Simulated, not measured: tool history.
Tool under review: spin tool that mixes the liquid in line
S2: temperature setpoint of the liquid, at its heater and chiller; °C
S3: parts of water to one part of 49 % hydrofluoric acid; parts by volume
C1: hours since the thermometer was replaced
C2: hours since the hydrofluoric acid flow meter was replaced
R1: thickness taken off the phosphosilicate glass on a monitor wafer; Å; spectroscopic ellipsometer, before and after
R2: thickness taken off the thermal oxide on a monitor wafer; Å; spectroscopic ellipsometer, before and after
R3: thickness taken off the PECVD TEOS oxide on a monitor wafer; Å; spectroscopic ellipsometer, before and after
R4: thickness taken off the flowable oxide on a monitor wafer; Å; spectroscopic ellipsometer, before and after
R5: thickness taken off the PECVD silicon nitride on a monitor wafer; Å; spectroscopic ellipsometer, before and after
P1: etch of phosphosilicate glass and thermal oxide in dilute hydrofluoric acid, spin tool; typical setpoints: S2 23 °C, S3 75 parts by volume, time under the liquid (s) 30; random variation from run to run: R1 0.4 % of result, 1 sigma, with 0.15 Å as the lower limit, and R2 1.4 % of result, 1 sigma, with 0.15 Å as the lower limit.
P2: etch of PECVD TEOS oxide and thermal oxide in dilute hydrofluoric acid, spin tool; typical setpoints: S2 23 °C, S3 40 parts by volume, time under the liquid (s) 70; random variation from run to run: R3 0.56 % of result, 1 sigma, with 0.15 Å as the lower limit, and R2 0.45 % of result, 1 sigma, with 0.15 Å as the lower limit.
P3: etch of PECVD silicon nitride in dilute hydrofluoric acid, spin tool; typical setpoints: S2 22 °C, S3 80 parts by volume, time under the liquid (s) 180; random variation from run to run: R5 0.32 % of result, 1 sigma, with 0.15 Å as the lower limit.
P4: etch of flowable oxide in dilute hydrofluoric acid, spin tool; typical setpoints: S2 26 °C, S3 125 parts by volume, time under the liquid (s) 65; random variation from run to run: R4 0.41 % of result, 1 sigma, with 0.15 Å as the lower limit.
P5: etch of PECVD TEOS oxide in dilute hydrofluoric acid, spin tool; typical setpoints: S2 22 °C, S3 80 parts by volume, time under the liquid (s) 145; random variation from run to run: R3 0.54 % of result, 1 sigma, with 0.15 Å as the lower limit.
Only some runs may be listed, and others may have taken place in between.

run 1 hour=6.7 | process_that_ran=P1 S2=23 S3=75 time_under_the_liquid_(s)=30 | C1=137.3 C2=670.3 | R1=312.83 R2=20.117
run 2 hour=14 | process_that_ran=P2 S2=23 S3=40 time_under_the_liquid_(s)=100 | C1=144.6 C2=677.6 | R2=133.52 R3=289.02
run 3 hour=19.5 | process_that_ran=P1 S2=23 S3=20 time_under_the_liquid_(s)=30 | C1=150.1 C2=683.1 | R1=1265 R2=80.913
run 4 hour=30 | process_that_ran=P4 S2=26 S3=125 time_under_the_liquid_(s)=65 | C1=160.6 C2=693.6 | R4=146.42
run 5 hour=37.8 | process_that_ran=P5 S2=22 S3=80 time_under_the_liquid_(s)=30 | C1=168.4 C2=701.4 | R3=60.086
run 6 hour=43.1 | process_that_ran=P5 S2=22 S3=80 time_under_the_liquid_(s)=145 | C1=173.7 C2=706.7 | R3=288.17
run 7 hour=53.2 | process_that_ran=P5 S2=17 S3=80 time_under_the_liquid_(s)=145 | C1=183.8 C2=716.8 | R3=234.36
run 8 hour=63.5 | process_that_ran=P1 S2=27.5 S3=75 time_under_the_liquid_(s)=30 | C1=194.1 C2=727.1 | R1=374.02 R2=24.047
run 9 hour=72.8 | process_that_ran=P1 S2=23 S3=75 time_under_the_liquid_(s)=30 | C1=203.4 C2=736.4 | R1=312.11 R2=19.418
run 10 hour=79.1 | process_that_ran=P2 S2=23 S3=40 time_under_the_liquid_(s)=70 | C1=209.7 C2=742.7 | R2=92.821 R3=201.11
run 11 hour=85.5 | process_that_ran=P2 S2=18.5 S3=40 time_under_the_liquid_(s)=70 | C1=216.1 C2=749.1 | R2=76.479 R3=164.53
run 12 hour=94 | process_that_ran=P1 S2=23 S3=45 time_under_the_liquid_(s)=55 | C1=224.6 C2=757.6 | R1=997.41 R2=63.642
run 13 hour=104.5 | process_that_ran=P3 S2=22 S3=80 time_under_the_liquid_(s)=180 | C1=235.1 C2=768.1 | R5=112.38
run 14 hour=112.3 | process_that_ran=P2 S2=23 S3=20 time_under_the_liquid_(s)=70 | C1=242.9 C2=775.9 | R2=191.44 R3=413.78
run 15 hour=118.4 | process_that_ran=P1 S2=23 S3=75 time_under_the_liquid_(s)=50 | C1=249 C2=782 | R1=518.39 R2=32.752
run 16 hour=129 | process_that_ran=P3 S2=26.5 S3=80 time_under_the_liquid_(s)=180 | C1=259.6 C2=792.6 | R5=152.7
run 17 hour=138.6 | process_that_ran=P1 S2=23 S3=135 time_under_the_liquid_(s)=30 | C1=269.2 C2=802.2 | R1=161.71 R2=9.9877
run 18 hour=147.1 | process_that_ran=P1 S2=23 S3=75 time_under_the_liquid_(s)=15 | C1=277.7 C2=810.7 | R1=157.59 R2=10.204
run 19 hour=154.2 | process_that_ran=P2 S2=23 S3=40 time_under_the_liquid_(s)=70 | C1=284.8 C2=817.8 | R2=92.968 R3=203.27
run 20 hour=162.6 | process_that_ran=P1 S2=17 S3=75 time_under_the_liquid_(s)=30 | C1=293.2 C2=826.2 | R1=244.24 R2=15.722
run 21 hour=169.1 | process_that_ran=P4 S2=19.5 S3=125 time_under_the_liquid_(s)=65 | C1=299.7 C2=832.7 | R4=112.38
run 22 hour=177 | process_that_ran=P1 S2=17 S3=130 time_under_the_liquid_(s)=30 | C1=307.6 C2=840.6 | R1=132.2 R2=8.5178
run 23 hour=181.9 | process_that_ran=P3 S2=22 S3=80 time_under_the_liquid_(s)=340 | C1=312.5 C2=845.5 | R5=211.61
-- hour=189.7 thermometer replaced
run 24 hour=191.9 | process_that_ran=P5 S2=22 S3=120 time_under_the_liquid_(s)=145 | C1=2.2 C2=855.5 | R3=182.98
run 25 hour=201.6 | process_that_ran=P1 S2=30 S3=30 time_under_the_liquid_(s)=30 | C1=11.9 C2=865.2 | R1=1101.4 R2=70.462
run 26 hour=209.1 | process_that_ran=P1 S2=23 S3=75 time_under_the_liquid_(s)=30 | C1=19.4 C2=872.7 | R1=314.37 R2=20.287
run 27 hour=216.5 | process_that_ran=P4 S2=26 S3=125 time_under_the_liquid_(s)=15 | C1=26.8 C2=880.1 | R4=33.66
run 28 hour=224.7 | process_that_ran=P4 S2=26 S3=65 time_under_the_liquid_(s)=65 | C1=35 C2=888.3 | R4=304.61
run 29 hour=231.7 | process_that_ran=P1 S2=23 S3=75 time_under_the_liquid_(s)=30 | C1=42 C2=895.3 | R1=313.42 R2=20.158
run 30 hour=237.3 | process_that_ran=P3 S2=22 S3=130 time_under_the_liquid_(s)=180 | C1=47.6 C2=900.9 | R5=69.742
run 31 hour=246.3 | process_that_ran=P1 S2=23 S3=75 time_under_the_liquid_(s)=30 | C1=56.6 C2=909.9 | R1=313.42 R2=19.454
run 32 hour=255.1 | process_that_ran=P1 S2=23 S3=75 time_under_the_liquid_(s)=30 | C1=65.4 C2=918.7 | R1=306.47 R2=19.443

Estimate the outcome of run 33 from the log above:
run 33 hour=264.3 | process_that_ran=P1 S2=23 S3=75 time_under_the_liquid_(s)=30 | C1=74.6 C2=927.9 | R1=? R2=?

R1: 301.56 Å
R2: 19.147 Å
